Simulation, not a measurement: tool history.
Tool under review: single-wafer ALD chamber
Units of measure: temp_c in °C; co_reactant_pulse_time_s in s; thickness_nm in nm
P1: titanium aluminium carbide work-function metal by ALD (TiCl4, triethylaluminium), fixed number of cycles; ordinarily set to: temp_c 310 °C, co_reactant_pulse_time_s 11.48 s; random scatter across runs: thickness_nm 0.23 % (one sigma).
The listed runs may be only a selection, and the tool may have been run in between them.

run	hour	temp_c	co_reactant_pulse_time_s	thickness_nm
1	7.8	310	11.48	2.1261
2	16.5	310	11.48	2.1199
3	21.5	310	18.41	2.1637
4	32.2	310	4.79	1.7493
5	41.9	310	11.48	2.1228
6	50	334	11.48	2.3342
7	58.6	290	15.96	1.9727
8	65.3	310	11.48	2.1218
9	74.7	310	11.48	2.1222
10	84.7	310	11.48	2.1165
11	94	310	11.48	2.1282
12	104.4	287	11.48	1.9223
13	111.8	310	11.48	2.1214
14	116.8	310	11.48	2.1219
15	127.1	310	11.48	2.1002
16	137	310	11.48	2.094
17	143.2	310	11.48	2.0933
18	151.8	310	11.48	2.0863
19	157.4	310	11.48	2.0937
20	167	310	11.48	2.0819
21	173.7	310	11.48	2.0853
22	180	310	11.48	2.0806

Run 23 has not been measured yet. What should we expect?
23	186.3	310	11.48	?

thickness_nm: 2.0904 nm
